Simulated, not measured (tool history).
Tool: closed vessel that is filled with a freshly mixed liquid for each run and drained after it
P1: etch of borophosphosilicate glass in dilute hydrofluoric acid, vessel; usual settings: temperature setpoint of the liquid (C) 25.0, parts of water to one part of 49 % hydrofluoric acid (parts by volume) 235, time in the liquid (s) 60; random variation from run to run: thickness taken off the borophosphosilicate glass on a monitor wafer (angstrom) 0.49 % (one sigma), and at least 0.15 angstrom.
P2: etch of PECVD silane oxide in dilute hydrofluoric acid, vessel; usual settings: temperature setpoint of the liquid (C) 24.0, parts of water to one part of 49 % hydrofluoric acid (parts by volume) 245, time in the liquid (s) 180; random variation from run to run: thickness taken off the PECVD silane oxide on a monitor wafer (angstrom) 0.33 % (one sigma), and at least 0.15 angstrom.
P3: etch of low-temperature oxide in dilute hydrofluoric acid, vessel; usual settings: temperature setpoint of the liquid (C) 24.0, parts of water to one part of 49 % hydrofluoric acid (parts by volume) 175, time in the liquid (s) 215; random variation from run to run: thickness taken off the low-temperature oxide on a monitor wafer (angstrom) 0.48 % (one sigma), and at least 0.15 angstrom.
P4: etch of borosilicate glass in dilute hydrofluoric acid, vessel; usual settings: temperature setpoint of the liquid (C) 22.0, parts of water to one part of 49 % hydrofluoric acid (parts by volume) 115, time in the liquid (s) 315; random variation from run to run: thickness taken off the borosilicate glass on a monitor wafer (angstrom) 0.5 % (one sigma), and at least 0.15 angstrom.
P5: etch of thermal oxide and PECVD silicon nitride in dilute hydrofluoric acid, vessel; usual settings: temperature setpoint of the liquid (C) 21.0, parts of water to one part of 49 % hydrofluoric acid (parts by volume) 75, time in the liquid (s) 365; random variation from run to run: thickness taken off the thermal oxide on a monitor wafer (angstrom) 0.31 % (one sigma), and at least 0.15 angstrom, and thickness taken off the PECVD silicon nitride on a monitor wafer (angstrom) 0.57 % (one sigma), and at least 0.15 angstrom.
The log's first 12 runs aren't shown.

run,hour,process that ran,temperature setpoint of the liquid (C),parts of water to one part of 49 % hydrofluoric acid (parts by volume),time in the liquid (s),thickness taken off the borophosphosilicate glass on a monitor wafer (angstrom),thickness taken off the thermal oxide on a monitor wafer (angstrom),thickness taken off the PECVD silicon nitride on a monitor wafer (angstrom),thickness taken off the low-temperature oxide on a monitor wafer (angstrom),thickness taken off the borosilicate glass on a monitor wafer (angstrom),thickness taken off the PECVD silane oxide on a monitor wafer (angstrom)
13,70.7,P1,31.0,155,60,308.970,,,,,
14,73.9,P1,25.0,235,60,149.240,,,,,
15,79.2,P1,25.0,235,30,74.965,,,,,
16,84.8,P1,31.5,235,105,327.180,,,,,
17,92.0,P2,17.0,245,180,,,,,,91.279
18,99.1,P3,18.0,175,215,,,,92.878,,
19,105.2,P1,25.0,235,60,148.630,,,,,
20,111.9,P1,32.0,235,60,189.770,,,,,
21,118.5,P5,25.5,75,365,,263.02,249.00,,,
22,125.9,P1,25.0,235,60,149.840,,,,,
23,130.4,P3,24.0,265,215,,,,70.738,,
24,137.0,P1,25.0,360,60,85.206,,,,,
25,143.8,P4,17.0,115,315,,,,,409.720,
26,148.2,P1,20.5,235,60,127.290,,,,,
27,152.4,P5,21.0,75,365,,218.77,183.02,,,
28,156.2,P3,24.0,175,215,,,,117.420,,
29,162.6,P1,25.0,235,60,149.770,,,,,

The next listed run, before its measurement:
30,166.9,P3,24.0,175,215,,,,?,,

thickness taken off the low-temperature oxide on a monitor wafer (angstrom): 116.940

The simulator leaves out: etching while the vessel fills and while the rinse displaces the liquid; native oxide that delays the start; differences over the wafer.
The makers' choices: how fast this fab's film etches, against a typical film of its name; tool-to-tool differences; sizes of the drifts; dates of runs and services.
